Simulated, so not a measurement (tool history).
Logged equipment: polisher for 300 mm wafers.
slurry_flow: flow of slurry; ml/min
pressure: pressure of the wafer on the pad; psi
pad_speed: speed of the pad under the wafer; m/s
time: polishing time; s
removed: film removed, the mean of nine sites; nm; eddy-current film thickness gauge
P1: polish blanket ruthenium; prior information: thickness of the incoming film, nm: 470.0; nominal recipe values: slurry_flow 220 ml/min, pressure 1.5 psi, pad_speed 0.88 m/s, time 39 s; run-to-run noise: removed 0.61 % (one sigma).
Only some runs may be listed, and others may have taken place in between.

{"run": 1, "hour": 5.7, "slurry_flow": 220, "pressure": 1.5, "pad_speed": 0.88, "time": 39, "removed": 28.495}
{"run": 2, "hour": 10.8, "slurry_flow": 220, "pressure": 1.5, "pad_speed": 0.88, "time": 39, "removed": 28.076}
{"run": 3, "hour": 15.7, "slurry_flow": 130, "pressure": 1.5, "pad_speed": 0.88, "time": 39, "removed": 26.041}
{"run": 4, "hour": 24.7, "slurry_flow": 220, "pressure": 1.5, "pad_speed": 0.6, "time": 39, "removed": 19.168}
{"run": 5, "hour": 33.2, "slurry_flow": 220, "pressure": 1.5, "pad_speed": 0.88, "time": 59, "removed": 43.121}
{"run": 6, "hour": 42.3, "slurry_flow": 335, "pressure": 1.5, "pad_speed": 0.88, "time": 39, "removed": 29.38}
{"run": 7, "hour": 52.4, "slurry_flow": 130, "pressure": 1.5, "pad_speed": 0.88, "time": 55, "removed": 36.955}
{"run": 8, "hour": 58.7, "slurry_flow": 220, "pressure": 1.5, "pad_speed": 0.88, "time": 28, "removed": 20.39}
{"run": 9, "hour": 68.3, "slurry_flow": 220, "pressure": 0.7, "pad_speed": 0.88, "time": 39, "removed": 13.276}
{"run": 10, "hour": 74.2, "slurry_flow": 220, "pressure": 2.1, "pad_speed": 1.1, "time": 39, "removed": 49.375}
{"run": 11, "hour": 79.6, "slurry_flow": 220, "pressure": 1.5, "pad_speed": 0.88, "time": 39, "removed": 27.973}
{"run": 12, "hour": 86.3, "slurry_flow": 220, "pressure": 1.5, "pad_speed": 1.18, "time": 39, "removed": 37.783}
{"run": 13, "hour": 92.6, "slurry_flow": 220, "pressure": 2.3, "pad_speed": 0.88, "time": 39, "removed": 43.043}
{"run": 14, "hour": 97.4, "slurry_flow": 220, "pressure": 1.5, "pad_speed": 0.88, "time": 39, "removed": 28.473}
{"run": 15, "hour": 106.5, "slurry_flow": 220, "pressure": 1.5, "pad_speed": 0.88, "time": 39, "removed": 28.134}
{"run": 16, "hour": 112.3, "slurry_flow": 220, "pressure": 1.5, "pad_speed": 0.88, "time": 39, "removed": 27.708}
{"run": 17, "hour": 118.0, "slurry_flow": 220, "pressure": 1.5, "pad_speed": 0.88, "time": 39, "removed": 27.631}
{"run": 18, "hour": 124.1, "slurry_flow": 220, "pressure": 1.5, "pad_speed": 0.88, "time": 39, "removed": 27.294}
{"run": 19, "hour": 129.8, "slurry_flow": 220, "pressure": 1.5, "pad_speed": 0.88, "time": 39, "removed": 27.28}
{"hour": 133.2, "done": "head pressure recalibrated"}
{"run": 20, "hour": 139.3, "slurry_flow": 220, "pressure": 1.5, "pad_speed": 0.88, "time": 39, "removed": 27.058}
{"run": 21, "hour": 147.8, "slurry_flow": 220, "pressure": 1.5, "pad_speed": 0.88, "time": 39, "removed": 26.74}
{"run": 22, "hour": 152.4, "slurry_flow": 220, "pressure": 1.5, "pad_speed": 0.88, "time": 39, "removed": 26.786}
{"run": 23, "hour": 162.1, "slurry_flow": 220, "pressure": 1.5, "pad_speed": 0.88, "time": 39, "removed": 26.677}
{"run": 24, "hour": 170.8, "slurry_flow": 220, "pressure": 1.5, "pad_speed": 0.88, "time": 39, "removed": 26.874}
{"run": 25, "hour": 178.7, "slurry_flow": 220, "pressure": 1.5, "pad_speed": 0.88, "time": 39, "removed": 26.577}

Something has made what P1 gives creep away from where it was; the 2 causes below, each at its own stated size, fit the log equally well:
A: removal rate lost through wear of the pad, % = 5.58
B: slurry flow missing at the pad, % = 32.5
Creep in the process output first set in at about hour 106.5.
All other causes, with the reason each is excluded:
head's pressure below its setpoint, %: its service at hour 133.2 followed the start of the drift and did not put the process back to its old value

Of the 4 check runs below, each run on 2 wafers with the results averaged and each result still a question mark, which one would tell the listed causes apart?
{"run": "check 1", "hour": 186.6, "slurry_flow": 220, "pressure": 2.1, "pad_speed": 0.88, "time": 50, "removed": "?"}
{"run": "check 2", "hour": 186.6, "slurry_flow": 220, "pressure": 2.3, "pad_speed": 0.88, "time": 39, "removed": "?"}
{"run": "check 3", "hour": 186.6, "slurry_flow": 130, "pressure": 1.5, "pad_speed": 1.06, "time": 39, "removed": "?"}
{"run": "check 4", "hour": 186.6, "slurry_flow": 220, "pressure": 0.8, "pad_speed": 0.88, "time": 54, "removed": "?"}

What every check run would give for each of its results, assuming each possible cause in turn:
check=check_1 result=removed if_A=47.782 if_B=47.787
check=check_2 result=removed if_A=40.820 if_B=40.824
check=check_3 result=removed if_A=29.544 if_B=28.523
check=check_4 result=removed if_A=19.659 if_B=19.661
Minimum pairwise separation of causes per check, each pair taken at its best-separating result: check 1 0.01 %; check 2 0.01 %; check 3 3.52 %; check 4 0.01 %
The causes can be told apart only by check 3. The other checks would give nearly the same results under each of them.

Then check 3 was run and gave: removed 28.331 nm. Which cause is it?

Of the candidate causes, it is B: slurry flow missing at the pad, %.
